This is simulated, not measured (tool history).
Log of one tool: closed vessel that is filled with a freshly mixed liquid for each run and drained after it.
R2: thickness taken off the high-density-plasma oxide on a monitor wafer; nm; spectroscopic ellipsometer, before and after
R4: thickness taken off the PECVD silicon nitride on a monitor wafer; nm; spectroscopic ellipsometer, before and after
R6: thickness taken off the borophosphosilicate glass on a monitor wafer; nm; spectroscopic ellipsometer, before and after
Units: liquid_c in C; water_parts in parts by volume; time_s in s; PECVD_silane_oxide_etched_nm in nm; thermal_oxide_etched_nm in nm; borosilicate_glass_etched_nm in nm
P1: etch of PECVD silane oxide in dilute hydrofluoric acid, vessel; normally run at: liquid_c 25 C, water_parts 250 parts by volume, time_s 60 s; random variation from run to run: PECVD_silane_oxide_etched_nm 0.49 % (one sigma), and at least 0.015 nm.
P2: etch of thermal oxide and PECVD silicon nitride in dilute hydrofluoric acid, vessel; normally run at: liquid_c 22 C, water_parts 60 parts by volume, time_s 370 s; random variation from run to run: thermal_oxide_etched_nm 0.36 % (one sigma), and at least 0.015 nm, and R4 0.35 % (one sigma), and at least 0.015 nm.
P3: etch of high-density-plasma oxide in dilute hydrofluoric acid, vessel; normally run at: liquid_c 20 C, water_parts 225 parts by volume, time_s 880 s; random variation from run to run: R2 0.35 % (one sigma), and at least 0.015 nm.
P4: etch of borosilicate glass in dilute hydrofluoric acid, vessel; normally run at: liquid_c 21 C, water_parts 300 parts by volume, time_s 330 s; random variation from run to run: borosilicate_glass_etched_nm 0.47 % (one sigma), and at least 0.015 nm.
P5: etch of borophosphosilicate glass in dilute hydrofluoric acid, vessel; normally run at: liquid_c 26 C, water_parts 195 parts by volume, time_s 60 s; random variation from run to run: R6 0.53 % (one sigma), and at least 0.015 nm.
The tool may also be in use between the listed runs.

{"run": 1, "hour": 13.1, "process": "P1", "liquid_c": 25, "water_parts": 250, "time_s": 60, "PECVD_silane_oxide_etched_nm": 9.4739}
{"run": 2, "hour": 26.0, "process": "P3", "liquid_c": 20, "water_parts": 225, "time_s": 880, "R2": 25.702}
{"run": 3, "hour": 37.5, "process": "P1", "liquid_c": 25, "water_parts": 125, "time_s": 60, "PECVD_silane_oxide_etched_nm": 21.608}
{"run": 4, "hour": 47.3, "process": "P1", "liquid_c": 20.5, "water_parts": 250, "time_s": 60, "PECVD_silane_oxide_etched_nm": 7.9399}
{"run": 5, "hour": 59.0, "process": "P1", "liquid_c": 25, "water_parts": 170, "time_s": 95, "PECVD_silane_oxide_etched_nm": 23.917}
{"run": 6, "hour": 72.0, "process": "P1", "liquid_c": 25, "water_parts": 250, "time_s": 30, "PECVD_silane_oxide_etched_nm": 4.7449}
{"hour": 72.9, "done": "thermometer replaced"}
{"run": 7, "hour": 82.9, "process": "P2", "liquid_c": 17, "water_parts": 60, "time_s": 370, "thermal_oxide_etched_nm": 22.325, "R4": 11.118}
{"run": 8, "hour": 94.3, "process": "P2", "liquid_c": 22, "water_parts": 60, "time_s": 665, "thermal_oxide_etched_nm": 49.829, "R4": 28.329}
{"run": 9, "hour": 100.3, "process": "P2", "liquid_c": 22, "water_parts": 20, "time_s": 370, "thermal_oxide_etched_nm": 87.447, "R4": 45.5}
{"run": 10, "hour": 107.0, "process": "P4", "liquid_c": 21, "water_parts": 300, "time_s": 330, "borosilicate_glass_etched_nm": 33.031}
{"run": 11, "hour": 117.6, "process": "P4", "liquid_c": 21, "water_parts": 300, "time_s": 65, "borosilicate_glass_etched_nm": 6.4697}
{"run": 12, "hour": 125.4, "process": "P1", "liquid_c": 25, "water_parts": 400, "time_s": 60, "PECVD_silane_oxide_etched_nm": 5.0339}
{"run": 13, "hour": 134.4, "process": "P1", "liquid_c": 28.5, "water_parts": 250, "time_s": 35, "PECVD_silane_oxide_etched_nm": 6.2115}
{"run": 14, "hour": 146.2, "process": "P1", "liquid_c": 25, "water_parts": 250, "time_s": 60, "PECVD_silane_oxide_etched_nm": 9.377}
{"run": 15, "hour": 157.0, "process": "P4", "liquid_c": 21, "water_parts": 540, "time_s": 330, "borosilicate_glass_etched_nm": 14.909}
{"run": 16, "hour": 165.2, "process": "P1", "liquid_c": 33, "water_parts": 250, "time_s": 60, "PECVD_silane_oxide_etched_nm": 12.379}
{"run": 17, "hour": 176.4, "process": "P5", "liquid_c": 26, "water_parts": 195, "time_s": 100, "R6": 27.046}
{"run": 18, "hour": 187.7, "process": "P3", "liquid_c": 20, "water_parts": 225, "time_s": 1365, "R2": 39.856}
{"run": 19, "hour": 201.2, "process": "P5", "liquid_c": 33.5, "water_parts": 195, "time_s": 60, "R6": 21.082}
{"run": 20, "hour": 212.6, "process": "P1", "liquid_c": 25, "water_parts": 250, "time_s": 60, "PECVD_silane_oxide_etched_nm": 9.4356}
{"run": 21, "hour": 222.1, "process": "P4", "liquid_c": 17, "water_parts": 300, "time_s": 330, "borosilicate_glass_etched_nm": 28.672}
{"run": 22, "hour": 230.7, "process": "P5", "liquid_c": 26, "water_parts": 330, "time_s": 60, "R6": 8.3821}
{"run": 23, "hour": 241.6, "process": "P1", "liquid_c": 30, "water_parts": 250, "time_s": 30, "PECVD_silane_oxide_etched_nm": 5.5729}
{"run": 24, "hour": 252.2, "process": "P5", "liquid_c": 26, "water_parts": 195, "time_s": 60, "R6": 16.254}
{"run": 25, "hour": 265.4, "process": "P3", "liquid_c": 20, "water_parts": 375, "time_s": 880, "R2": 13.62}
{"run": 26, "hour": 274.9, "process": "P1", "liquid_c": 25, "water_parts": 250, "time_s": 115, "PECVD_silane_oxide_etched_nm": 18.044}
{"run": 27, "hour": 288.3, "process": "P2", "liquid_c": 22, "water_parts": 60, "time_s": 370, "thermal_oxide_etched_nm": 27.673, "R4": 15.733}
{"run": 28, "hour": 298.3, "process": "P1", "liquid_c": 25, "water_parts": 250, "time_s": 60, "PECVD_silane_oxide_etched_nm": 9.3327}
{"run": 29, "hour": 311.6, "process": "P1", "liquid_c": 25, "water_parts": 250, "time_s": 60, "PECVD_silane_oxide_etched_nm": 9.3323}
{"run": 30, "hour": 321.0, "process": "P3", "liquid_c": 17, "water_parts": 225, "time_s": 880, "R2": 22.914}
{"run": 31, "hour": 332.2, "process": "P4", "liquid_c": 21, "water_parts": 300, "time_s": 330, "borosilicate_glass_etched_nm": 33.003}
{"run": 32, "hour": 341.1, "process": "P1", "liquid_c": 25, "water_parts": 250, "time_s": 60, "PECVD_silane_oxide_etched_nm": 9.3593}
{"run": 33, "hour": 349.6, "process": "P5", "liquid_c": 26, "water_parts": 195, "time_s": 60, "R6": 16.159}
{"run": 34, "hour": 357.7, "process": "P1", "liquid_c": 25, "water_parts": 250, "time_s": 60, "PECVD_silane_oxide_etched_nm": 9.4074}
{"run": 35, "hour": 369.1, "process": "P1", "liquid_c": 25, "water_parts": 250, "time_s": 60, "PECVD_silane_oxide_etched_nm": 9.1759}
{"run": 36, "hour": 378.7, "process": "P1", "liquid_c": 25, "water_parts": 250, "time_s": 60, "PECVD_silane_oxide_etched_nm": 9.0554}
{"run": 37, "hour": 392.1, "process": "P1", "liquid_c": 25, "water_parts": 250, "time_s": 60, "PECVD_silane_oxide_etched_nm": 8.838}
{"run": 38, "hour": 399.5, "process": "P1", "liquid_c": 25, "water_parts": 250, "time_s": 60, "PECVD_silane_oxide_etched_nm": 8.8358}
{"run": 39, "hour": 412.8, "process": "P1", "liquid_c": 25, "water_parts": 250, "time_s": 60, "PECVD_silane_oxide_etched_nm": 8.6707}
{"run": 40, "hour": 425.6, "process": "P1", "liquid_c": 25, "water_parts": 250, "time_s": 60, "PECVD_silane_oxide_etched_nm": 8.6347}
{"run": 41, "hour": 438.5, "process": "P1", "liquid_c": 25, "water_parts": 250, "time_s": 60, "PECVD_silane_oxide_etched_nm": 8.5909}
{"run": 42, "hour": 446.6, "process": "P1", "liquid_c": 25, "water_parts": 250, "time_s": 60, "PECVD_silane_oxide_etched_nm": 8.635}
{"run": 43, "hour": 456.5, "process": "P1", "liquid_c": 25, "water_parts": 250, "time_s": 60, "PECVD_silane_oxide_etched_nm": 8.6909}

What P1 gives has crept away from where it was. These 2 causes fit the log equally well, each at the size given:
A: liquid colder than its thermometer reads (K) = 2.44
B: hydrofluoric acid flow below the setpoint (%) = 6.66
The creep began at about hour 357.7.

4 check runs are offered, one wafer each, their results left as question marks. Which one tells the causes apart?
{"run": "check 1", "hour": 466.4, "process": "P3", "liquid_c": 20, "water_parts": 350, "time_s": 1305, "R2": "?"}
{"run": "check 2", "hour": 466.4, "process": "P2", "liquid_c": 17, "water_parts": 20, "time_s": 370, "thermal_oxide_etched_nm": "?", "R4": "?"}
{"run": "check 3", "hour": 466.4, "process": "P5", "liquid_c": 32, "water_parts": 195, "time_s": 60, "R6": "?"}
{"run": "check 4", "hour": 466.4, "process": "P4", "liquid_c": 17, "water_parts": 525, "time_s": 330, "borosilicate_glass_etched_nm": "?"}

What each check would give under each cause:
check=check_1 result=R2 if_A=20.085 if_B=20.046
check=check_2 result=thermal_oxide_etched_nm if_A=62.96 if_B=65.442
check=check_2 result=R4 if_A=26.774 if_B=29.938
check=check_3 result=R6 if_A=18.403 if_B=18.352
check=check_4 result=borosilicate_glass_etched_nm if_A=12.591 if_B=12.459
How far apart the two closest causes lie, in the result that separates them most: check 1 0.2 %; check 2 11.17 %; check 3 0.28 %; check 4 1.05 %
Only check 2 tells the causes apart: in the others they would give nearly the same result.

Check 2 was then run and gave: thermal_oxide_etched_nm 62.882 nm; R4 26.844 nm. Which cause is it?

It is A: liquid colder than its thermometer reads (K).
